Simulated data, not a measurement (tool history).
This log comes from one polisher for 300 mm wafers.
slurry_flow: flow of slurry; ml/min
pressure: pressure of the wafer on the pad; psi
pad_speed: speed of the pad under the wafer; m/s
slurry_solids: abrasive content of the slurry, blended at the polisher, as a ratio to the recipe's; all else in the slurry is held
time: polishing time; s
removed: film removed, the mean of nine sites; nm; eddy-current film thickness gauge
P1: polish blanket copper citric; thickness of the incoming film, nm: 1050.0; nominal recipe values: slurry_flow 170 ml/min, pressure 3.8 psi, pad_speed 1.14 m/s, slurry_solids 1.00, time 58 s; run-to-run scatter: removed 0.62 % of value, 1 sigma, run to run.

run	hour	slurry_flow	pressure	pad_speed	slurry_solids	time	wafers polished on this pad	hours since the slurry nozzle was cleaned	hours since the head pressure was calibrated	hours since the slurry blender was calibrated	removed
1	9.0	170	3.8	1.14	1.00	58	637	56.0	507.3	281.6	217.250
2	20.6	170	3.8	1.14	1.00	58	730	67.6	518.9	293.2	218.480
3	30.9	170	3.8	1.14	1.00	58	812	77.9	529.2	303.5	217.190
4	44.4	255	3.8	1.14	1.00	58	920	91.4	542.7	317.0	228.330
5	57.4	170	3.8	0.68	1.00	58	1024	104.4	555.7	330.0	131.850
6	73.4	170	3.8	1.14	1.00	26	1152	120.4	571.7	346.0	98.121
7	81.7	170	3.8	1.78	1.00	58	1218	128.7	580.0	354.3	335.660
8	93.4	170	2.3	1.14	1.00	58	1311	140.4	591.7	366.0	133.960
9	109.9	170	3.8	1.14	1.00	58	1443	156.9	608.2	382.5	217.730
10	119.2	170	5.9	1.14	1.00	58	1518	166.2	617.5	391.8	338.890
11	135.7	100	3.8	1.14	1.00	58	1650	182.7	634.0	408.3	196.140
12	145.2	170	3.8	1.14	1.00	80	1726	192.2	643.5	417.8	298.160
13	153.3	170	3.8	1.14	1.30	58	1790	200.3	651.6	425.9	230.630
14	166.8	170	3.8	0.52	1.00	86	1898	213.8	665.1	439.4	150.900
15	176.8	170	3.8	1.14	1.00	58	1978	223.8	675.1	449.4	217.170
16	189.2	170	3.8	1.14	1.00	58	2077	236.2	687.5	461.8	218.290
17	201.6	170	3.8	1.14	1.00	58	2176	248.6	699.9	474.2	217.860
18	216.2	170	3.8	1.14	0.65	58	2293	263.2	714.5	488.8	198.380
19	224.3	170	3.8	1.14	1.00	58	2358	271.3	722.6	496.9	218.760
20	238.0	170	3.8	1.14	1.00	58	2467	285.0	736.3	510.6	211.940
21	246.3	170	3.8	1.14	1.00	58	2534	293.3	744.6	518.9	211.460
22	256.7	170	3.8	1.14	1.00	58	2617	303.7	755.0	529.3	206.690
# hour 264.9: slurry blender recalibrated
23	265.6	170	3.8	1.14	1.00	58	2688	312.6	763.9	0.8	206.340
# hour 270.3: head pressure recalibrated
24	273.4	170	3.8	1.14	1.00	58	2750	320.4	3.2	8.6	208.900
25	287.9	170	3.8	1.14	1.00	58	2866	334.9	17.7	23.1	204.840
26	302.2	170	3.8	1.14	1.00	58	2980	349.2	32.0	37.4	204.830
27	316.8	170	3.8	1.14	1.00	58	3097	363.8	46.6	52.0	203.720

Run 28 comes next. What will it give?
28	324.5	170	3.8	1.14	1.00	58	3159	371.5	54.3	59.7	?

Logged for run 28: removed 202.460 nm.

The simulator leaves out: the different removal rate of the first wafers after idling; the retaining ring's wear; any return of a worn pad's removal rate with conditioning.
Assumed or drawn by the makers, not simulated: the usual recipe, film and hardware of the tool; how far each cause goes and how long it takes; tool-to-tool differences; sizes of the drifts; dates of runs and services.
